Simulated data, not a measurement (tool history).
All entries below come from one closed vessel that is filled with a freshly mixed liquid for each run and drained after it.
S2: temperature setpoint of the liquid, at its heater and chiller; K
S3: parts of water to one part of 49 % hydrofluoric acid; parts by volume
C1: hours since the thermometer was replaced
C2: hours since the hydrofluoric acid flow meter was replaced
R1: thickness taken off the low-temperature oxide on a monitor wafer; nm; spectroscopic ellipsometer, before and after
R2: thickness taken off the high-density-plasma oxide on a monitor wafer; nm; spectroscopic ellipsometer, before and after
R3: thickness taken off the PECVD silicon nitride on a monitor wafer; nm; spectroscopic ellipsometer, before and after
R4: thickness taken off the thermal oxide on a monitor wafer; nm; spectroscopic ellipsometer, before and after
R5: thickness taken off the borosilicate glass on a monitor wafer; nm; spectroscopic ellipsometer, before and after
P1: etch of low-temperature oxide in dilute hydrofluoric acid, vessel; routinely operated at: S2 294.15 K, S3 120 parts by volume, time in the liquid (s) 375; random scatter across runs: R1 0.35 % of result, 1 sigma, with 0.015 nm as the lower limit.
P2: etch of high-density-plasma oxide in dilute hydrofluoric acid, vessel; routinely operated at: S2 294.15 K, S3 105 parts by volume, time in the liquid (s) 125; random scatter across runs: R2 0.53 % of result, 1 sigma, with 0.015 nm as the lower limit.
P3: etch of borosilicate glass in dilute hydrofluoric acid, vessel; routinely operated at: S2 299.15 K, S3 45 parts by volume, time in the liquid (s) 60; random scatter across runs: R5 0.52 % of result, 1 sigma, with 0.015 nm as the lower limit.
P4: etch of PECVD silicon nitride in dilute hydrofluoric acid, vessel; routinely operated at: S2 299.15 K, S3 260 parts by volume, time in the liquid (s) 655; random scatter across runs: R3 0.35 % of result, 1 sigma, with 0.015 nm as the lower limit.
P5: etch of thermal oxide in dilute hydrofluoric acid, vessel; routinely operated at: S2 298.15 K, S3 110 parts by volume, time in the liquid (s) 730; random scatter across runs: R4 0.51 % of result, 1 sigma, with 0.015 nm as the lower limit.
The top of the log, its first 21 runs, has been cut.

Run 22, hour 145.5: process that ran P2, S2 294.15 K, S3 105 parts by volume, time in the liquid (s) 30; C1 774.0; C2 956.9. Result: R2 1.6148 nm.
Run 23, hour 152.1: process that ran P2, S2 294.15 K, S3 105 parts by volume, time in the liquid (s) 125; C1 780.6; C2 963.5. Result: R2 6.8399 nm.
Run 24, hour 159.0: process that ran P1, S2 290.15 K, S3 120 parts by volume, time in the liquid (s) 375; C1 787.5; C2 970.4. Result: R1 24.432 nm.
Run 25, hour 164.7: process that ran P4, S2 299.15 K, S3 260 parts by volume, time in the liquid (s) 185; C1 793.2; C2 976.1. Result: R3 4.5624 nm.
Run 26, hour 171.2: process that ran P1, S2 294.15 K, S3 120 parts by volume, time in the liquid (s) 375; C1 799.7; C2 982.6. Result: R1 28.842 nm.
Run 27, hour 179.5: process that ran P1, S2 294.15 K, S3 40 parts by volume, time in the liquid (s) 375; C1 808.0; C2 990.9. Result: R1 95.180 nm.
Run 28, hour 186.7: process that ran P5, S2 298.15 K, S3 60 parts by volume, time in the liquid (s) 730; C1 815.2; C2 998.1. Result: R4 62.808 nm.
Run 29, hour 193.8: process that ran P5, S2 298.15 K, S3 110 parts by volume, time in the liquid (s) 730; C1 822.3; C2 1005.2. Result: R4 32.267 nm.

Estimate the outcome of run 30 from the log above:
Run 30, hour 199.9: process that ran P1, S2 294.15 K, S3 120 parts by volume, time in the liquid (s) 375; C1 828.4; C2 1011.3. Result: R1 ?.

R1: 28.959 nm
